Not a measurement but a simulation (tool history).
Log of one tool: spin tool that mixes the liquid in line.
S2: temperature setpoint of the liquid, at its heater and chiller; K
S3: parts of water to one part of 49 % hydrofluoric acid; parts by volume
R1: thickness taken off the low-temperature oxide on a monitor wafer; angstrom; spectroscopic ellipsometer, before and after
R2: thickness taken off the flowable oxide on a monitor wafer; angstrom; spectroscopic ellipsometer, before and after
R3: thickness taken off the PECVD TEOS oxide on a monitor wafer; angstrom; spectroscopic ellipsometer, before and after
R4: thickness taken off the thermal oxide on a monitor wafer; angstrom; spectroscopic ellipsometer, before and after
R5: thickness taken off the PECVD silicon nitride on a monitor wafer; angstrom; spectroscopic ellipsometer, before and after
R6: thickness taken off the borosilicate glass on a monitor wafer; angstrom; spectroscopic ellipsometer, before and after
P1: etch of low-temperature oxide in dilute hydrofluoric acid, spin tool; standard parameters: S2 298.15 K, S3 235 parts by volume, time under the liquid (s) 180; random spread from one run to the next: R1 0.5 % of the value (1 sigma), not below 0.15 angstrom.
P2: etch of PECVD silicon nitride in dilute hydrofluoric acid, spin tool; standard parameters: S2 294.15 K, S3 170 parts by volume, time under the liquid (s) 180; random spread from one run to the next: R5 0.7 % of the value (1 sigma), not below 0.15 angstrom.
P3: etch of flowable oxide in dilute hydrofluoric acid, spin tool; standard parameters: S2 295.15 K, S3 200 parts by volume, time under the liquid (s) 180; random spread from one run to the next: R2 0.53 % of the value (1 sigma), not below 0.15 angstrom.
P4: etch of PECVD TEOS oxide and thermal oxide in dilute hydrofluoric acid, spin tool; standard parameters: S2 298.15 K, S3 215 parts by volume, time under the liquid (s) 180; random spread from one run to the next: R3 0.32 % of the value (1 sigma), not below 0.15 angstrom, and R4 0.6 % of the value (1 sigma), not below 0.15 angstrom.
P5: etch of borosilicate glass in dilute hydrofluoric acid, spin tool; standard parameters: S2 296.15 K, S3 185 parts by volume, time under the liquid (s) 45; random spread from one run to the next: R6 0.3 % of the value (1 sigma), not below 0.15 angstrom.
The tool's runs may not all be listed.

{"run": 1, "hour": 4.8, "process that ran": "P1", "S2": 298.15, "S3": 235, "time under the liquid (s)": 180, "R1": 86.625}
{"run": 2, "hour": 10.6, "process that ran": "P3", "S2": 295.15, "S3": 200, "time under the liquid (s)": 290, "R2": 310.23}
{"run": 3, "hour": 13.8, "process that ran": "P1", "S2": 298.15, "S3": 400, "time under the liquid (s)": 180, "R1": 43.219}
{"run": 4, "hour": 20.1, "process that ran": "P4", "S2": 298.15, "S3": 215, "time under the liquid (s)": 180, "R3": 65.196, "R4": 36.934}
{"run": 5, "hour": 23.5, "process that ran": "P2", "S2": 294.15, "S3": 170, "time under the liquid (s)": 180, "R5": 32.132}
{"run": 6, "hour": 27.0, "process that ran": "P4", "S2": 298.15, "S3": 370, "time under the liquid (s)": 180, "R3": 32.684, "R4": 18.133}
{"run": 7, "hour": 30.2, "process that ran": "P1", "S2": 298.15, "S3": 235, "time under the liquid (s)": 20, "R1": 9.7741}
{"run": 8, "hour": 36.5, "process that ran": "P1", "S2": 293.65, "S3": 235, "time under the liquid (s)": 15, "R1": 5.8685}
{"run": 9, "hour": 42.5, "process that ran": "P1", "S2": 290.15, "S3": 235, "time under the liquid (s)": 180, "R1": 63.735}
{"run": 10, "hour": 48.8, "process that ran": "P1", "S2": 298.15, "S3": 425, "time under the liquid (s)": 270, "R1": 59.575}
{"run": 11, "hour": 55.0, "process that ran": "P5", "S2": 296.15, "S3": 110, "time under the liquid (s)": 45, "R6": 133.84}
{"run": 12, "hour": 59.2, "process that ran": "P1", "S2": 302.15, "S3": 235, "time under the liquid (s)": 180, "R1": 99.652}
{"run": 13, "hour": 64.9, "process that ran": "P3", "S2": 295.15, "S3": 200, "time under the liquid (s)": 180, "R2": 193.92}
{"run": 14, "hour": 68.3, "process that ran": "P3", "S2": 295.15, "S3": 315, "time under the liquid (s)": 180, "R2": 110.36}
{"run": 15, "hour": 71.9, "process that ran": "P2", "S2": 290.15, "S3": 170, "time under the liquid (s)": 180, "R5": 24.178}
{"run": 16, "hour": 78.0, "process that ran": "P2", "S2": 294.15, "S3": 260, "time under the liquid (s)": 180, "R5": 21.337}
{"run": 17, "hour": 83.2, "process that ran": "P1", "S2": 298.15, "S3": 235, "time under the liquid (s)": 180, "R1": 86.439}
{"run": 18, "hour": 89.6, "process that ran": "P4", "S2": 293.65, "S3": 215, "time under the liquid (s)": 180, "R3": 55.295, "R4": 30.937}
{"run": 19, "hour": 95.4, "process that ran": "P1", "S2": 298.15, "S3": 235, "time under the liquid (s)": 180, "R1": 86.798}
{"run": 20, "hour": 101.3, "process that ran": "P5", "S2": 296.15, "S3": 185, "time under the liquid (s)": 80, "R6": 131.3}
{"run": 21, "hour": 106.7, "process that ran": "P1", "S2": 298.15, "S3": 235, "time under the liquid (s)": 180, "R1": 86.223}
{"run": 22, "hour": 110.2, "process that ran": "P2", "S2": 294.15, "S3": 170, "time under the liquid (s)": 325, "R5": 57.977}
{"run": 23, "hour": 116.6, "process that ran": "P1", "S2": 298.15, "S3": 145, "time under the liquid (s)": 180, "R1": 155.24}
{"run": 24, "hour": 123.0, "process that ran": "P3", "S2": 299.65, "S3": 200, "time under the liquid (s)": 180, "R2": 227.58}
{"run": 25, "hour": 127.9, "process that ran": "P1", "S2": 305.65, "S3": 70, "time under the liquid (s)": 180, "R1": 472.67}
{"run": 26, "hour": 130.9, "process that ran": "P1", "S2": 298.15, "S3": 235, "time under the liquid (s)": 355, "R1": 169.68}
{"run": 27, "hour": 135.4, "process that ran": "P5", "S2": 301.15, "S3": 185, "time under the liquid (s)": 45, "R6": 88.034}
{"run": 28, "hour": 139.1, "process that ran": "P2", "S2": 294.15, "S3": 170, "time under the liquid (s)": 180, "R5": 32.193}
{"run": 29, "hour": 143.2, "process that ran": "P5", "S2": 296.15, "S3": 185, "time under the liquid (s)": 45, "R6": 73.224}
{"run": 30, "hour": 148.0, "process that ran": "P3", "S2": 295.15, "S3": 200, "time under the liquid (s)": 180, "R2": 192.16}
{"run": 31, "hour": 153.6, "process that ran": "P1", "S2": 298.15, "S3": 235, "time under the liquid (s)": 180, "R1": 87.479}
{"run": 32, "hour": 158.5, "process that ran": "P4", "S2": 298.15, "S3": 215, "time under the liquid (s)": 285, "R3": 103.09, "R4": 57.624}
{"run": 33, "hour": 162.2, "process that ran": "P1", "S2": 298.15, "S3": 235, "time under the liquid (s)": 180, "R1": 86.495}
{"run": 34, "hour": 166.7, "process that ran": "P1", "S2": 298.15, "S3": 235, "time under the liquid (s)": 180, "R1": 86.021}
{"run": 35, "hour": 171.7, "process that ran": "P1", "S2": 298.15, "S3": 235, "time under the liquid (s)": 180, "R1": 83.492}
{"run": 36, "hour": 176.1, "process that ran": "P1", "S2": 298.15, "S3": 235, "time under the liquid (s)": 180, "R1": 82.198}
{"run": 37, "hour": 179.8, "process that ran": "P1", "S2": 298.15, "S3": 235, "time under the liquid (s)": 180, "R1": 81.901}
{"run": 38, "hour": 184.1, "process that ran": "P1", "S2": 298.15, "S3": 235, "time under the liquid (s)": 180, "R1": 81.994}
{"run": 39, "hour": 188.9, "process that ran": "P1", "S2": 298.15, "S3": 235, "time under the liquid (s)": 180, "R1": 81.808}
{"run": 40, "hour": 194.5, "process that ran": "P1", "S2": 298.15, "S3": 235, "time under the liquid (s)": 180, "R1": 80.817}
{"run": 41, "hour": 198.8, "process that ran": "P1", "S2": 298.15, "S3": 235, "time under the liquid (s)": 180, "R1": 80.706}
{"run": 42, "hour": 202.2, "process that ran": "P1", "S2": 298.15, "S3": 235, "time under the liquid (s)": 180, "R1": 80.473}

What P1 gives has crept away from where it was. These 2 causes fit the log equally well, each at the size given:
A: hydrofluoric acid flow below the setpoint (%) = 5.39
B: liquid colder than its thermometer reads (K) = 1.93
The gradual shift began around hour 166.7.

Question marks stand in for the results of the 4 check runs listed below, each run on one wafer. Under which run would the listed causes show clearly different results?
{"run": "check 1", "hour": 205.6, "process that ran": "P3", "S2": 299.65, "S3": 300, "time under the liquid (s)": 180, "R2": "?"}
{"run": "check 2", "hour": 205.6, "process that ran": "P2", "S2": 294.15, "S3": 225, "time under the liquid (s)": 295, "R5": "?"}
{"run": "check 3", "hour": 205.6, "process that ran": "P4", "S2": 295.15, "S3": 215, "time under the liquid (s)": 180, "R3": "?", "R4": "?"}
{"run": "check 4", "hour": 205.6, "process that ran": "P5", "S2": 296.15, "S3": 185, "time under the liquid (s)": 75, "R6": "?"}

Outcome of each check run for each possible cause:
check=check_1 result=R2 if_A=126.77 if_B=127.66
check=check_2 result=R5 if_A=37.943 if_B=35.324
check=check_3 result=R3 if_A=54.862 if_B=54.571
check=check_3 result=R4 if_A=30.476 if_B=30.314
check=check_4 result=R6 if_A=114.68 if_B=113.89
Gap, in per cent, between the two causes that each check separates least, read from the result that separates them most: check 1 0.7 %; check 2 7.15 %; check 3 0.53 %; check 4 0.7 %
Check 2 distinguishes between the causes, while the remaining checks would return nearly the same result for all of them.

With check 2 done, the readings were: R5 37.328 angstrom. Identify which of the listed causes applies.

It was cause A: hydrofluoric acid flow below the setpoint (%).

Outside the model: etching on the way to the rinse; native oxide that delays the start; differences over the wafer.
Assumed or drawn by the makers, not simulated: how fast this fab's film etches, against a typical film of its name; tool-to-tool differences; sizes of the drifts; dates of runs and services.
